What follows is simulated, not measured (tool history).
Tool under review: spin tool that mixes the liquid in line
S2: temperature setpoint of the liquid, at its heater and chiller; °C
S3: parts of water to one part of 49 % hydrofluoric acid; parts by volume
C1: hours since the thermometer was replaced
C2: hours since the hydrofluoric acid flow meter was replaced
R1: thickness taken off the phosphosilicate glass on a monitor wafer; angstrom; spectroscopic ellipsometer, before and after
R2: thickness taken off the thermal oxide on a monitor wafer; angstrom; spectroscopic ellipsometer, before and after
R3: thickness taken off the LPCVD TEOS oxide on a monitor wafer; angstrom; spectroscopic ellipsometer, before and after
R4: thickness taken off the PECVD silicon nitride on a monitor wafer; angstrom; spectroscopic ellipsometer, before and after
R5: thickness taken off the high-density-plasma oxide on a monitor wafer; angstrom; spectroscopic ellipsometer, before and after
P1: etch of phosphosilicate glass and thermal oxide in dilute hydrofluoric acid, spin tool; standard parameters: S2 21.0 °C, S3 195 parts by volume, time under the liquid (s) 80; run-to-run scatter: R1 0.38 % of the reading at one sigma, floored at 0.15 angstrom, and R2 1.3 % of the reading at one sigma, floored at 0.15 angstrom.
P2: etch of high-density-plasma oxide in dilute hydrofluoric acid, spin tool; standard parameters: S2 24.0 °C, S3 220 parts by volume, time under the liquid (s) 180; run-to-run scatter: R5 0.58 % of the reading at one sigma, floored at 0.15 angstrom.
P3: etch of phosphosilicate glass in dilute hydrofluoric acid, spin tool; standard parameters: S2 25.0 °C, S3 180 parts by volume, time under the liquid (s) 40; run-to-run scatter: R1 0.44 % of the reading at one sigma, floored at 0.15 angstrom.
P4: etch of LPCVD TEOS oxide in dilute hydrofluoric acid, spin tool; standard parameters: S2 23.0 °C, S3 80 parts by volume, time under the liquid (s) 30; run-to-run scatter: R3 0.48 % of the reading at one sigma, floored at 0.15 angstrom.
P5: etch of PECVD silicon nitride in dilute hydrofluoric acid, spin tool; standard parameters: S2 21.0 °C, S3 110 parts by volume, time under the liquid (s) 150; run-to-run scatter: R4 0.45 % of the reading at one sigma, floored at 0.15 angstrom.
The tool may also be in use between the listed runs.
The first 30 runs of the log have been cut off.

{"run": 31, "hour": 166.5, "process that ran": "P1", "S2": 17.0, "S3": 105, "time under the liquid (s)": 80, "C1": 1130.4, "C2": 806.7, "R1": 725.04, "R2": 27.491}
{"run": 32, "hour": 172.0, "process that ran": "P2", "S2": 24.0, "S3": 220, "time under the liquid (s)": 180, "C1": 1135.9, "C2": 812.2, "R5": 36.449}
{"run": 33, "hour": 177.7, "process that ran": "P2", "S2": 24.0, "S3": 220, "time under the liquid (s)": 70, "C1": 1141.6, "C2": 817.9, "R5": 14.508}
{"run": 34, "hour": 184.9, "process that ran": "P1", "S2": 21.0, "S3": 195, "time under the liquid (s)": 80, "C1": 1148.8, "C2": 825.1, "R1": 419.57, "R2": 15.842}
{"run": 35, "hour": 192.9, "process that ran": "P1", "S2": 21.0, "S3": 195, "time under the liquid (s)": 80, "C1": 1156.8, "C2": 833.1, "R1": 419.04, "R2": 15.906}
{"run": 36, "hour": 196.5, "process that ran": "P1", "S2": 21.0, "S3": 195, "time under the liquid (s)": 80, "C1": 1160.4, "C2": 836.7, "R1": 413.72, "R2": 15.049}
{"run": 37, "hour": 204.8, "process that ran": "P1", "S2": 21.0, "S3": 195, "time under the liquid (s)": 80, "C1": 1168.7, "C2": 845.0, "R1": 405.66, "R2": 14.873}
{"run": 38, "hour": 208.6, "process that ran": "P1", "S2": 21.0, "S3": 195, "time under the liquid (s)": 80, "C1": 1172.5, "C2": 848.8, "R1": 402.07, "R2": 14.976}
{"run": 39, "hour": 216.6, "process that ran": "P1", "S2": 21.0, "S3": 195, "time under the liquid (s)": 80, "C1": 1180.5, "C2": 856.8, "R1": 397.58, "R2": 14.913}

Expected results for the next run?
{"run": 40, "hour": 223.0, "process that ran": "P1", "S2": 21.0, "S3": 195, "time under the liquid (s)": 80, "C1": 1186.9, "C2": 863.2, "R1": "?", "R2": "?"}

Run 40 measured R1 396.69 angstrom, R2 14.8810 angstrom.
